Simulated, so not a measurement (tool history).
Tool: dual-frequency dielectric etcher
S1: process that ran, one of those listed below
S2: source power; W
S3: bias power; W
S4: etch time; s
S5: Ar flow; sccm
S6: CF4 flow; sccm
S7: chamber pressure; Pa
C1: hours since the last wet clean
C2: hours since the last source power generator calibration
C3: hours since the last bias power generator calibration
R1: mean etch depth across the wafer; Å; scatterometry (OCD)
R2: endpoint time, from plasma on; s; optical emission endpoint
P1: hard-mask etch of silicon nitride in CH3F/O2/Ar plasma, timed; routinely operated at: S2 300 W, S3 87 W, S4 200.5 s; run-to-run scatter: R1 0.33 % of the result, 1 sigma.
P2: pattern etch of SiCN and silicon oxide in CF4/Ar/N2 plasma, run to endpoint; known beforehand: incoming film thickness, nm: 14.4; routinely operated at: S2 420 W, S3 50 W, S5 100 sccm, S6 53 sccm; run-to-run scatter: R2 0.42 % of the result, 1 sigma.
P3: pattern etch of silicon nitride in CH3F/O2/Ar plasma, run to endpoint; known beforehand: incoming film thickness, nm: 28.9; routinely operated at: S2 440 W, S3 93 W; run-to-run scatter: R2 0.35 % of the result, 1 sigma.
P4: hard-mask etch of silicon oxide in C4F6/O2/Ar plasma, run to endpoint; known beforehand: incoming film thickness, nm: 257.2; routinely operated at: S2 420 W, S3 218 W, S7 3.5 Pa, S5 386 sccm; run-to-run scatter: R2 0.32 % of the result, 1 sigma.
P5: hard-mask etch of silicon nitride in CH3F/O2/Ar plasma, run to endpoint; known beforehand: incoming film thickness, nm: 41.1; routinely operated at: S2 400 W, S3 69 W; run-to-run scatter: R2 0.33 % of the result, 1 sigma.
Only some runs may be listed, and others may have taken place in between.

run	hour	S1	S2	S3	S4	S5	S6	S7	C1	C2	C3	R1	R2
1	10	P1	300	87	200.5				438.5	1929.1	1032.6	1350.9	
2	16.4	P1	300	87	200.5				444.9	1935.5	1039	1344.3	
3	23.3	P5	400	69					451.8	1942.4	1045.9		59.245
4	32	P1	390	87	200.5				460.5	1951.1	1054.6	1494.7	
5	40	P1	220	87	200.5				468.5	1959.1	1062.6	1208.1	
6	51.3	P5	400	97					479.8	1970.4	1073.9		52.617
7	57.9	P3	610	93					486.4	1977	1080.5		32.116
8	64.8	P1	300	119	200.5				493.3	1983.9	1087.4	1519	
# hour 75.5: bias power generator calibrated
9	78.3	P5	530	69					506.8	1997.4	2.9		53.587
10	85.2	P2	270	50		100	53		513.7	2004.3	9.8		31.175
11	91.1	P2	420	50		135	53		519.6	2010.2	15.7		22.064
12	103.8	P3	440	93					532.3	2022.9	28.4		36.374
13	116.1	P3	440	93					544.6	2035.2	40.7		36.394
14	128.7	P2	420	50		100	53		557.2	2047.8	53.3		21.156
15	138.5	P2	420	50		100	53		567	2057.6	63.1		21.095
16	146.5	P1	300	87	299.5				575	2065.6	71.1	2006.6	
17	153.4	P1	300	87	200.5				581.9	2072.5	78	1350.9	
18	161.9	P2	420	50		100	67		590.4	2081	86.5		20.209
19	175	P4	420	218		386		3.5	603.5	2094.1	99.6		77.106
20	183.3	P4	420	218		386		3.5	611.8	2102.4	107.9		76.74
21	189.4	P4	420	218		386		4.5	617.9	2108.5	114		79.771
22	199.7	P1	300	87	200.5				628.2	2118.8	124.3	1347	
23	211.9	P1	300	87	200.5				640.4	2131	136.5	1345.8	
24	217.9	P5	400	69					646.4	2137	142.5		59.017
25	226.8	P4	420	218		279		3.5	655.3	2145.9	151.4		74.326
26	238.2	P2	420	63		100	53		666.7	2157.3	162.8		19.591
27	246.9	P1	300	87	200.5				675.4	2166	171.5	1349.9	
28	258.6	P1	400	102	200.5				687.1	2177.7	183.2	1587.5	
29	268.4	P1	300	56	200.5				696.9	2187.5	193	1154.8	

Predict the results of run 30:
30	278.1	P4	560	218		386		3.5	706.6	2197.2	202.7		?

R2: 68.642 s
